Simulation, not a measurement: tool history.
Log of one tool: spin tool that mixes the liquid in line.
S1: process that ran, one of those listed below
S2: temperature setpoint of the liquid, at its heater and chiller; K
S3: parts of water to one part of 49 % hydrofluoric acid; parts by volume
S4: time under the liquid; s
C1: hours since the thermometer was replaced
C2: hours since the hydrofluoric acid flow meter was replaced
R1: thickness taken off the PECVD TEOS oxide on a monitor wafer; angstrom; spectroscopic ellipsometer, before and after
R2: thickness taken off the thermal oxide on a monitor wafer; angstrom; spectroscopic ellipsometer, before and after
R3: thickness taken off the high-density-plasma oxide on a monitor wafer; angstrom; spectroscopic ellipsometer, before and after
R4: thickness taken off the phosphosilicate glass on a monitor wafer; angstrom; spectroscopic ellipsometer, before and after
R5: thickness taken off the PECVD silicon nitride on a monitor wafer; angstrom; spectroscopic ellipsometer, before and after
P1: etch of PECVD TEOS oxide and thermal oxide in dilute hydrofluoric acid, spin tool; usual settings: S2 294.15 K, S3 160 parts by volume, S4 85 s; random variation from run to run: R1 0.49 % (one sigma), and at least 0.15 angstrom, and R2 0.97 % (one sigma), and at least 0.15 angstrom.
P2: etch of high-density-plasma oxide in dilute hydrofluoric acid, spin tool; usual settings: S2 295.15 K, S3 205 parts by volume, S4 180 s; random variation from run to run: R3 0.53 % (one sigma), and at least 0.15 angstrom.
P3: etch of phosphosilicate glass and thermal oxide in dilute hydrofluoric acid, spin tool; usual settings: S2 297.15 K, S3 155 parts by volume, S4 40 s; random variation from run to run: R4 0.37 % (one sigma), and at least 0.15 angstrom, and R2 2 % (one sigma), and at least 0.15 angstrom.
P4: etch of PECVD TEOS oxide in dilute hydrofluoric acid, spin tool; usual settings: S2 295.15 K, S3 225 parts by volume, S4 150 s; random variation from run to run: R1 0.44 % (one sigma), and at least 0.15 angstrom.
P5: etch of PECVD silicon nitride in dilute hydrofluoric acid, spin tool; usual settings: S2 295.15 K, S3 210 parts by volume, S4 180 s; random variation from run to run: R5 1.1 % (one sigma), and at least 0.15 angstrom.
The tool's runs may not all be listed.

Run 1, hour 10.0: S1 P1, S2 294.15 K, S3 160 parts by volume, S4 85 s; C1 1023.0; C2 1230.6. Result: R1 69.7240 angstrom, R2 22.1140 angstrom.
Run 2, hour 17.8: S1 P1, S2 294.15 K, S3 160 parts by volume, S4 85 s; C1 1030.8; C2 1238.4. Result: R1 69.6850 angstrom, R2 21.7920 angstrom.
Run 3, hour 24.6: S1 P1, S2 294.15 K, S3 160 parts by volume, S4 15 s; C1 1037.6; C2 1245.2. Result: R1 12.3620 angstrom, R2 3.9170 angstrom.
Run 4, hour 32.3: S1 P1, S2 297.65 K, S3 160 parts by volume, S4 125 s; C1 1045.3; C2 1252.9. Result: R1 117.0400 angstrom, R2 36.7200 angstrom.
Run 5, hour 41.9: S1 P2, S2 295.15 K, S3 80 parts by volume, S4 180 s; C1 1054.9; C2 1262.5. Result: R3 167.240 angstrom.
Run 6, hour 50.1: S1 P3, S2 291.15 K, S3 155 parts by volume, S4 40 s; C1 1063.1; C2 1270.7. Result: R2 9.2992 angstrom, R4 191.680 angstrom.
Run 7, hour 59.3: S1 P1, S2 294.15 K, S3 160 parts by volume, S4 85 s; C1 1072.3; C2 1279.9. Result: R1 70.1620 angstrom, R2 21.6440 angstrom.
Run 8, hour 64.0: S1 P3, S2 297.15 K, S3 155 parts by volume, S4 40 s; C1 1077.0; C2 1284.6. Result: R2 11.6750 angstrom, R4 244.140 angstrom.
Run 9, hour 70.9: S1 P4, S2 295.15 K, S3 125 parts by volume, S4 150 s; C1 1083.9; C2 1291.5. Result: R1 117.2000 angstrom.
Run 10, hour 77.9: S1 P1, S2 294.15 K, S3 160 parts by volume, S4 85 s; C1 1090.9; C2 1298.5. Result: R1 69.6160 angstrom, R2 21.4560 angstrom.
Run 11, hour 83.1: S1 P1, S2 294.15 K, S3 285 parts by volume, S4 85 s; C1 1096.1; C2 1303.7. Result: R1 34.9040 angstrom, R2 10.9220 angstrom.
Run 12, hour 89.3: S1 P1, S2 294.15 K, S3 160 parts by volume, S4 85 s; C1 1102.3; C2 1309.9. Result: R1 69.1600 angstrom, R2 21.1460 angstrom.
Run 13, hour 97.7: S1 P4, S2 295.15 K, S3 225 parts by volume, S4 150 s; C1 1110.7; C2 1318.3. Result: R1 59.1610 angstrom.
Run 14, hour 106.6: S1 P1, S2 290.15 K, S3 160 parts by volume, S4 40 s; C1 1119.6; C2 1327.2. Result: R1 27.5920 angstrom, R2 9.0142 angstrom.
Run 15, hour 113.6: S1 P1, S2 294.15 K, S3 70 parts by volume, S4 85 s; C1 1126.6; C2 1334.2. Result: R1 175.1900 angstrom, R2 55.0070 angstrom.
Run 16, hour 123.1: S1 P4, S2 295.15 K, S3 225 parts by volume, S4 15 s; C1 1136.1; C2 1343.7. Result: R1 5.8679 angstrom.
Run 17, hour 131.6: S1 P3, S2 297.15 K, S3 290 parts by volume, S4 40 s; C1 1144.6; C2 1352.2. Result: R2 5.4755 angstrom, R4 113.350 angstrom.
Run 18, hour 141.3: S1 P5, S2 295.15 K, S3 210 parts by volume, S4 180 s; C1 1154.3; C2 1361.9. Result: R5 19.897 angstrom.
Run 19, hour 146.2: S1 P3, S2 297.15 K, S3 155 parts by volume, S4 15 s; C1 1159.2; C2 1366.8. Result: R2 4.6573 angstrom, R4 91.642 angstrom.
Run 20, hour 155.5: S1 P1, S2 294.15 K, S3 160 parts by volume, S4 155 s; C1 1168.5; C2 1376.1. Result: R1 128.0100 angstrom, R2 40.4340 angstrom.
Run 21, hour 165.1: S1 P1, S2 294.15 K, S3 160 parts by volume, S4 85 s; C1 1178.1; C2 1385.7. Result: R1 69.6000 angstrom, R2 21.9130 angstrom.
Run 22, hour 169.7: S1 P5, S2 295.15 K, S3 210 parts by volume, S4 310 s; C1 1182.7; C2 1390.3. Result: R5 34.477 angstrom.
Run 23, hour 179.4: S1 P5, S2 295.15 K, S3 315 parts by volume, S4 180 s; C1 1192.4; C2 1400.0. Result: R5 13.530 angstrom.
Run 24, hour 187.3: S1 P1, S2 290.15 K, S3 160 parts by volume, S4 85 s; C1 1200.3; C2 1407.9. Result: R1 58.9790 angstrom, R2 18.7130 angstrom.
Run 25, hour 195.6: S1 P5, S2 302.65 K, S3 210 parts by volume, S4 180 s; C1 1208.6; C2 1416.2. Result: R5 32.353 angstrom.
Run 26, hour 201.7: S1 P2, S2 295.15 K, S3 205 parts by volume, S4 15 s; C1 1214.7; C2 1422.3. Result: R3 4.527 angstrom.
Run 27, hour 211.8: S1 P1, S2 300.15 K, S3 160 parts by volume, S4 85 s; C1 1224.8; C2 1432.4. Result: R1 88.1880 angstrom, R2 27.5410 angstrom.

The next listed run, before its measurement:
Run 28, hour 217.4: S1 P4, S2 290.15 K, S3 225 parts by volume, S4 150 s; C1 1230.4; C2 1438.0. Result: R1 ?.

Run 28 gave R1 48.7430 angstrom.

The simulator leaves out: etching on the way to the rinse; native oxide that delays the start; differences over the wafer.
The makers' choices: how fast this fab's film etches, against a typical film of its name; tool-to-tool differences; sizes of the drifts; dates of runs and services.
